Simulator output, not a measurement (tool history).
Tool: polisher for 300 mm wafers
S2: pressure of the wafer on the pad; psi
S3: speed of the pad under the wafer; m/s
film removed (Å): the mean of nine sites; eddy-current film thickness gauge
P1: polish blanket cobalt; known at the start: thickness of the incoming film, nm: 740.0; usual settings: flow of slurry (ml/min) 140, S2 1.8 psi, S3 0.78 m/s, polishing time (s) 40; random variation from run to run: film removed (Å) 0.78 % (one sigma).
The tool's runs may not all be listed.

Run 1, hour 7.5: flow of slurry (ml/min) 140, S2 1.8 psi, S3 0.78 m/s, polishing time (s) 40. Result: film removed (Å) 1199.
Run 2, hour 11.5: flow of slurry (ml/min) 140, S2 1.8 psi, S3 0.78 m/s, polishing time (s) 28. Result: film removed (Å) 843.39.
Run 3, hour 16.7: flow of slurry (ml/min) 140, S2 1.1 psi, S3 0.78 m/s, polishing time (s) 40. Result: film removed (Å) 725.41.
Run 4, hour 21.6: flow of slurry (ml/min) 140, S2 1.8 psi, S3 0.44 m/s, polishing time (s) 40. Result: film removed (Å) 683.61.
Run 5, hour 25.4: flow of slurry (ml/min) 225, S2 1.8 psi, S3 0.78 m/s, polishing time (s) 40. Result: film removed (Å) 1286.6.
Run 6, hour 29.9: flow of slurry (ml/min) 140, S2 1.8 psi, S3 0.78 m/s, polishing time (s) 40. Result: film removed (Å) 1189.6.
Run 7, hour 35.3: flow of slurry (ml/min) 85, S2 1.8 psi, S3 0.78 m/s, polishing time (s) 40. Result: film removed (Å) 1054.6.
Run 8, hour 40: flow of slurry (ml/min) 205, S2 1.8 psi, S3 0.78 m/s, polishing time (s) 60. Result: film removed (Å) 1938.4.
Run 9, hour 46.7: flow of slurry (ml/min) 140, S2 1.8 psi, S3 0.78 m/s, polishing time (s) 40. Result: film removed (Å) 1210.7.
Run 10, hour 53.3: flow of slurry (ml/min) 140, S2 2.7 psi, S3 0.78 m/s, polishing time (s) 52. Result: film removed (Å) 2348.6.
Run 11, hour 60.3: flow of slurry (ml/min) 140, S2 1.8 psi, S3 0.78 m/s, polishing time (s) 63. Result: film removed (Å) 1916.8.
Run 12, hour 64.7: flow of slurry (ml/min) 140, S2 1.8 psi, S3 0.78 m/s, polishing time (s) 40. Result: film removed (Å) 1200.9.
Run 13, hour 70.6: flow of slurry (ml/min) 140, S2 2.6 psi, S3 0.78 m/s, polishing time (s) 40. Result: film removed (Å) 1727.1.
Run 14, hour 74.9: flow of slurry (ml/min) 140, S2 1.8 psi, S3 1.22 m/s, polishing time (s) 40. Result: film removed (Å) 1885.6.
Run 15, hour 81.7: flow of slurry (ml/min) 140, S2 1.8 psi, S3 0.78 m/s, polishing time (s) 40. Result: film removed (Å) 1184.9.
Run 16, hour 86: flow of slurry (ml/min) 140, S2 1.1 psi, S3 1.16 m/s, polishing time (s) 40. Result: film removed (Å) 1087.
Run 17, hour 91.8: flow of slurry (ml/min) 140, S2 1.8 psi, S3 0.78 m/s, polishing time (s) 40. Result: film removed (Å) 1189.3.
Run 18, hour 98: flow of slurry (ml/min) 140, S2 1.8 psi, S3 0.78 m/s, polishing time (s) 40. Result: film removed (Å) 1201.8.
Run 19, hour 104.1: flow of slurry (ml/min) 140, S2 1.8 psi, S3 0.78 m/s, polishing time (s) 40. Result: film removed (Å) 1159.1.
Run 20, hour 108.3: flow of slurry (ml/min) 140, S2 1.8 psi, S3 0.78 m/s, polishing time (s) 40. Result: film removed (Å) 1131.8.
Run 21, hour 113.6: flow of slurry (ml/min) 140, S2 1.8 psi, S3 0.78 m/s, polishing time (s) 40. Result: film removed (Å) 1110.3.
At hour 115: worn pad replaced by a new one.
Run 22, hour 120.9: flow of slurry (ml/min) 140, S2 1.8 psi, S3 0.78 m/s, polishing time (s) 40. Result: film removed (Å) 1101.2.
Run 23, hour 125.1: flow of slurry (ml/min) 140, S2 1.8 psi, S3 0.78 m/s, polishing time (s) 40. Result: film removed (Å) 1081.7.
Run 24, hour 131.2: flow of slurry (ml/min) 140, S2 1.8 psi, S3 0.78 m/s, polishing time (s) 40. Result: film removed (Å) 1079.5.
Run 25, hour 134.8: flow of slurry (ml/min) 140, S2 1.8 psi, S3 0.78 m/s, polishing time (s) 40. Result: film removed (Å) 1089.1.
Run 26, hour 141: flow of slurry (ml/min) 140, S2 1.8 psi, S3 0.78 m/s, polishing time (s) 40. Result: film removed (Å) 1074.
Run 27, hour 144.6: flow of slurry (ml/min) 140, S2 1.8 psi, S3 0.78 m/s, polishing time (s) 40. Result: film removed (Å) 1081.4.

What P1 gives has crept away from where it was. These 2 causes fit the log equally well, each at the size given:
A: head's pressure below its setpoint, % = 10.3
B: slurry flow missing at the pad, % = 37.4
The creep began at about hour 98.
Why every other cause is out:
removal rate lost through wear of the pad, %: serviced at hour 115, which brought nothing back

4 check runs are offered, each on 3 wafers whose results are averaged, their results left as question marks. Which one tells the causes apart?
Run check 1, hour 148.2: flow of slurry (ml/min) 140, S2 2.5 psi, S3 0.78 m/s, polishing time (s) 40. Result: film removed (Å) ?.
Run check 2, hour 148.2: flow of slurry (ml/min) 140, S2 2.2 psi, S3 0.78 m/s, polishing time (s) 40. Result: film removed (Å) ?.
Run check 3, hour 148.2: flow of slurry (ml/min) 100, S2 1.8 psi, S3 0.78 m/s, polishing time (s) 40. Result: film removed (Å) ?.
Run check 4, hour 148.2: flow of slurry (ml/min) 140, S2 1.3 psi, S3 0.78 m/s, polishing time (s) 62. Result: film removed (Å) ?.

What each check would give under each cause:
  check            result    if A    if B
check 1  film removed (Å)  1495.2  1495.9
check 2  film removed (Å)  1315.8  1316.4
check 3  film removed (Å)  1000.7  965.03
check 4  film removed (Å)  1205.1  1205.7
How far apart the two closest causes lie, in the result that separates them most: check 1 0.05 %; check 2 0.05 %; check 3 3.63 %; check 4 0.05 %
Only check 3 tells the causes apart: in the others they would give nearly the same result.

Then check 3 was run and gave: film removed (Å) 962.57. Which cause is it?

It is B: slurry flow missing at the pad, %.

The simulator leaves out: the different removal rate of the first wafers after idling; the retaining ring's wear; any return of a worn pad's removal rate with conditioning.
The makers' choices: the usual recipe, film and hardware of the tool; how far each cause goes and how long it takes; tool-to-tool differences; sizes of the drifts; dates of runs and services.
